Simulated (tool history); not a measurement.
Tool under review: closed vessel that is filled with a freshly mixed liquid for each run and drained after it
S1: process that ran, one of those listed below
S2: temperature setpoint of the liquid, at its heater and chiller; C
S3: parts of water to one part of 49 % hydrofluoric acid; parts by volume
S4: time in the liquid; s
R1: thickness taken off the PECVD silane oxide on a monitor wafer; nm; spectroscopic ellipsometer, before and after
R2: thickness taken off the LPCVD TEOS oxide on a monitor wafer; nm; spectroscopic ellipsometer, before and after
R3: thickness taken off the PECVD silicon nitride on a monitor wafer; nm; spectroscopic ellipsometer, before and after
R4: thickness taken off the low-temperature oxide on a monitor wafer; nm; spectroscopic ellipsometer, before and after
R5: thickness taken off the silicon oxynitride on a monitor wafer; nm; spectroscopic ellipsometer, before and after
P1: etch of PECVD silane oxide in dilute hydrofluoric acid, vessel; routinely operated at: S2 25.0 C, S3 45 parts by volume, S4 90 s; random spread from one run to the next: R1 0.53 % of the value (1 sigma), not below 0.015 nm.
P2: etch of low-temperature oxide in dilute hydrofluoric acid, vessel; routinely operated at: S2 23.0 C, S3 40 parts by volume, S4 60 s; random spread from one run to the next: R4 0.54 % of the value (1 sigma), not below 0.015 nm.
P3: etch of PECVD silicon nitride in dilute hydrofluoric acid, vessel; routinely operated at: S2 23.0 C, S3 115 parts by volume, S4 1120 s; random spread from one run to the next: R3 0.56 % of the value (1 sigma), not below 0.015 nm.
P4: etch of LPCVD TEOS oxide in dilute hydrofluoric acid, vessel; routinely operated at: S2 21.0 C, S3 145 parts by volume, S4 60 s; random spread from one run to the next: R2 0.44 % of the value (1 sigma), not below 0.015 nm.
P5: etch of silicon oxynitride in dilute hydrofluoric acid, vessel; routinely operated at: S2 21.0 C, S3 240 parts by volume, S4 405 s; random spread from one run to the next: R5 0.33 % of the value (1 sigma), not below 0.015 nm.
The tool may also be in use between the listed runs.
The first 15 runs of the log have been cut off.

{"run": 16, "hour": 138.0, "S1": "P3", "S2": 23.0, "S3": 115, "S4": 2110, "R3": 96.145}
{"run": 17, "hour": 147.5, "S1": "P1", "S2": 25.0, "S3": 45, "S4": 155, "R1": 91.202}
{"run": 18, "hour": 155.0, "S1": "P1", "S2": 25.0, "S3": 45, "S4": 90, "R1": 52.968}
{"run": 19, "hour": 163.2, "S1": "P2", "S2": 23.0, "S3": 40, "S4": 60, "R4": 23.226}
{"run": 20, "hour": 170.0, "S1": "P1", "S2": 18.0, "S3": 45, "S4": 90, "R1": 38.808}
{"run": 21, "hour": 175.8, "S1": "P1", "S2": 25.0, "S3": 45, "S4": 40, "R1": 23.35}
{"run": 22, "hour": 183.1, "S1": "P1", "S2": 25.0, "S3": 45, "S4": 90, "R1": 52.402}
{"run": 23, "hour": 189.4, "S1": "P5", "S2": 21.0, "S3": 435, "S4": 405, "R5": 3.0679}
{"run": 24, "hour": 197.9, "S1": "P1", "S2": 25.0, "S3": 45, "S4": 90, "R1": 52.34}
{"run": 25, "hour": 203.6, "S1": "P5", "S2": 21.0, "S3": 240, "S4": 615, "R5": 9.473}
{"run": 26, "hour": 210.8, "S1": "P1", "S2": 25.0, "S3": 20, "S4": 90, "R1": 121.86}
{"run": 27, "hour": 220.1, "S1": "P1", "S2": 25.0, "S3": 75, "S4": 90, "R1": 30.129}
{"run": 28, "hour": 228.1, "S1": "P3", "S2": 23.0, "S3": 115, "S4": 1120, "R3": 51.016}
{"run": 29, "hour": 235.8, "S1": "P2", "S2": 23.0, "S3": 20, "S4": 60, "R4": 47.568}
{"run": 30, "hour": 243.7, "S1": "P2", "S2": 23.0, "S3": 40, "S4": 105, "R4": 41.181}
{"run": 31, "hour": 251.6, "S1": "P1", "S2": 30.5, "S3": 45, "S4": 90, "R1": 65.356}
{"run": 32, "hour": 263.1, "S1": "P1", "S2": 25.0, "S3": 45, "S4": 90, "R1": 52.171}
{"run": 33, "hour": 269.2, "S1": "P1", "S2": 25.0, "S3": 45, "S4": 90, "R1": 51.455}
{"run": 34, "hour": 278.3, "S1": "P1", "S2": 25.0, "S3": 45, "S4": 90, "R1": 51.279}
{"run": 35, "hour": 289.2, "S1": "P1", "S2": 25.0, "S3": 45, "S4": 90, "R1": 50.491}
{"run": 36, "hour": 300.0, "S1": "P1", "S2": 25.0, "S3": 45, "S4": 90, "R1": 50.161}
{"run": 37, "hour": 310.5, "S1": "P1", "S2": 25.0, "S3": 45, "S4": 90, "R1": 49.4}
{"run": 38, "hour": 322.6, "S1": "P1", "S2": 25.0, "S3": 45, "S4": 90, "R1": 49.76}

Forecast run 39:
{"run": 39, "hour": 334.9, "S1": "P1", "S2": 25.0, "S3": 45, "S4": 90, "R1": "?"}

{"run 39": {"R1": 48.8}}
